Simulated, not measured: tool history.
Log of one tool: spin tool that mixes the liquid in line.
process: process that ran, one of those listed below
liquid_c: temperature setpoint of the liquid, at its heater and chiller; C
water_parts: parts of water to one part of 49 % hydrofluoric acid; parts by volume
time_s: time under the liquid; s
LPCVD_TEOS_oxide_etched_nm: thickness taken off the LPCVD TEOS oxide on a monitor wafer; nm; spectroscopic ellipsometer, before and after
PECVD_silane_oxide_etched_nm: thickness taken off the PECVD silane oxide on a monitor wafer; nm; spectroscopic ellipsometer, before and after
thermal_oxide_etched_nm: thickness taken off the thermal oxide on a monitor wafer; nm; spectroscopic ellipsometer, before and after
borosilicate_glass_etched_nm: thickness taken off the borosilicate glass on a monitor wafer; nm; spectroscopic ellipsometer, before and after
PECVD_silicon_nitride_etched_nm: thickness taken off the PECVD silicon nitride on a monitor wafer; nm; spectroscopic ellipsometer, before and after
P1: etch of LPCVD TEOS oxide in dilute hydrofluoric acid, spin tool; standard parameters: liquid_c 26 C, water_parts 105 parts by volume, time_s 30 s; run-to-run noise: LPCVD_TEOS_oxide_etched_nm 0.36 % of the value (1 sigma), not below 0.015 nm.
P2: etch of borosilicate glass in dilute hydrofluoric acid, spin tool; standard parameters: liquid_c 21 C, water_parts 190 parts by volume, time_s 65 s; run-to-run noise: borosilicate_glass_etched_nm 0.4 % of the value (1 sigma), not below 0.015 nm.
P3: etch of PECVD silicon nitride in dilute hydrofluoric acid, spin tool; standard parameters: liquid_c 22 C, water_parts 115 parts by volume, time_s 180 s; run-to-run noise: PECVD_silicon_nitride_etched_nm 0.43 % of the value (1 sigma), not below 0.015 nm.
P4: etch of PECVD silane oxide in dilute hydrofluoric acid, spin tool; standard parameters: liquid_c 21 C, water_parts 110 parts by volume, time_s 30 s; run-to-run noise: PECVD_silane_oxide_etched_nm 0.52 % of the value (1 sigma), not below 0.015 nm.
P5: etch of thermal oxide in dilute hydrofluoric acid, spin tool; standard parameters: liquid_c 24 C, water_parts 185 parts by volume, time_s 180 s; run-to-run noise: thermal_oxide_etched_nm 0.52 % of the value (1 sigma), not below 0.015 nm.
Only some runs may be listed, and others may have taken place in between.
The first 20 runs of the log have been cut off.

| run | hour | process | liquid_c | water_parts | time_s | hours since the thermometer was replaced | hours since the hydrofluoric acid flow meter was replaced | LPCVD_TEOS_oxide_etched_nm | PECVD_silane_oxide_etched_nm | thermal_oxide_etched_nm | borosilicate_glass_etched_nm | PECVD_silicon_nitride_etched_nm |
|---|---|---|---|---|---|---|---|---|---|---|---|---|
| 21 | 170.5 | P2 | 21 | 55 | 65 | 21.4 | 379.7 |  |  |  | 27.669 |  |
| 22 | 180.6 | P1 | 26 | 105 | 50 | 31.5 | 389.8 | 27.346 |  |  |  |  |
| 23 | 186.6 | P3 | 17 | 115 | 180 | 37.5 | 395.8 |  |  |  |  | 5.2772 |
| 24 | 196.8 | P1 | 26 | 25 | 30 | 47.7 | 406 | 76.397 |  |  |  |  |
| 25 | 206.7 | P3 | 22 | 115 | 340 | 57.6 | 415.9 |  |  |  |  | 13.96 |
| 26 | 217.9 | P1 | 26 | 105 | 15 | 68.8 | 427.1 | 8.1585 |  |  |  |  |
| 27 | 229.6 | P1 | 26 | 105 | 30 | 80.5 | 438.8 | 16.409 |  |  |  |  |
| 28 | 241.4 | P1 | 31.5 | 105 | 30 | 92.3 | 450.6 | 20.184 |  |  |  |  |
| 29 | 250.6 | P1 | 26 | 105 | 30 | 101.5 | 459.8 | 16.373 |  |  |  |  |
| 30 | 257.6 | P5 | 24 | 185 | 180 | 108.5 | 466.8 |  |  | 4.0442 |  |  |

Expected results for the next run?
| 31 | 268 | P1 | 26 | 105 | 30 | 118.9 | 477.2 | ? |  |  |  |  |

Run 31 measured LPCVD_TEOS_oxide_etched_nm 16.402 nm.
